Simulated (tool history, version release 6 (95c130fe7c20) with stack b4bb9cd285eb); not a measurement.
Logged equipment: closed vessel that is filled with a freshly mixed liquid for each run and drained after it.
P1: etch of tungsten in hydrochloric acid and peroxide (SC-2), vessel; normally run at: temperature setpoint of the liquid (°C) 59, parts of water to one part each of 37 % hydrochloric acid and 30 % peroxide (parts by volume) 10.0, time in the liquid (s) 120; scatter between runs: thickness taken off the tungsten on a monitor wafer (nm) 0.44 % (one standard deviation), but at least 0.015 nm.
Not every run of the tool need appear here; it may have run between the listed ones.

| run | hour | temperature setpoint of the liquid (°C) | parts of water to one part each of 37 % hydrochloric acid and 30 % peroxide (parts by volume) | time in the liquid (s) | thickness taken off the tungsten on a monitor wafer (nm) |
|---|---|---|---|---|---|
| 1 | 9.9 | 59 | 10.0 | 120 | 43.057 |
| 2 | 17.0 | 59 | 10.0 | 30 | 10.810 |
|  | 22.0 | thermometer replaced |
| 3 | 28.4 | 59 | 10.0 | 120 | 43.375 |
| 4 | 37.7 | 59 | 4.5 | 165 | 109.880 |
| 5 | 46.1 | 59 | 10.0 | 120 | 43.354 |
| 6 | 54.2 | 72 | 10.0 | 120 | 95.735 |
| 7 | 59.4 | 59 | 4.0 | 120 | 87.761 |
| 8 | 68.4 | 59 | 10.0 | 120 | 43.383 |
| 9 | 76.6 | 59 | 10.0 | 230 | 82.564 |
| 10 | 82.5 | 59 | 18.0 | 120 | 26.048 |
| 11 | 92.4 | 48 | 10.0 | 120 | 21.233 |
| 12 | 100.4 | 59 | 10.0 | 120 | 43.114 |
| 13 | 106.9 | 59 | 10.0 | 120 | 43.224 |
| 14 | 117.1 | 59 | 10.0 | 120 | 41.523 |
| 15 | 123.4 | 59 | 10.0 | 120 | 40.340 |
| 16 | 129.2 | 59 | 10.0 | 120 | 40.086 |
| 17 | 140.0 | 59 | 10.0 | 120 | 39.687 |
| 18 | 146.2 | 59 | 10.0 | 120 | 39.733 |
| 19 | 151.8 | 59 | 10.0 | 120 | 38.891 |
|  | 156.9 | new drum of peroxide connected |
| 20 | 162.5 | 59 | 10.0 | 120 | 39.388 |
| 21 | 168.8 | 59 | 10.0 | 120 | 39.077 |
| 22 | 173.8 | 59 | 10.0 | 120 | 39.409 |

P1 no longer gives what it gave before; its output has crept away from where it was. The following 2 causes, each at its listed size, fit the log equally well:
A: chemicals flow below the setpoint (%) = 11.5
B: liquid colder than its thermometer reads (K) = 1.63
The gradual shift began around hour 106.9.
What rules out each remaining cause:
peroxide weaker than its label (%): serviced at hour 156.9, after the drift had started, without restoring the earlier output

Below are 4 check runs, each averaged over 3 wafers, with their results shown as question marks. Which of them would give clearly different results depending on which cause is behind the drift?
| check 1 | 178.8 | 59 | 13.0 | 215 | ? |
| check 2 | 178.8 | 59 | 4.0 | 195 | ? |
| check 3 | 178.8 | 59 | 16.0 | 65 | ? |
| check 4 | 178.8 | 66 | 10.0 | 120 | ? |

If the cause were each of the candidates in turn, the checks would give the following:
| check | result | if A | if B |
|---|---|---|---|
| check 1 | thickness taken off the tungsten on a monitor wafer (nm) | 55.861 | 56.047 |
| check 2 | thickness taken off the tungsten on a monitor wafer (nm) | 129.680 | 127.080 |
| check 3 | thickness taken off the tungsten on a monitor wafer (nm) | 14.037 | 14.120 |
| check 4 | thickness taken off the tungsten on a monitor wafer (nm) | 60.307 | 60.527 |
How far apart the two closest causes lie, in the result that separates them most: check 1 0.33 %; check 2 2.03 %; check 3 0.59 %; check 4 0.36 %
Only in check 2 would the causes give clearly different results; in the remaining checks their results would be nearly the same.

After running check 2, the following was obtained: thickness taken off the tungsten on a monitor wafer (nm) 127.290. Which cause does this point to?

The correct cause is B, namely: liquid colder than its thermometer reads (K).
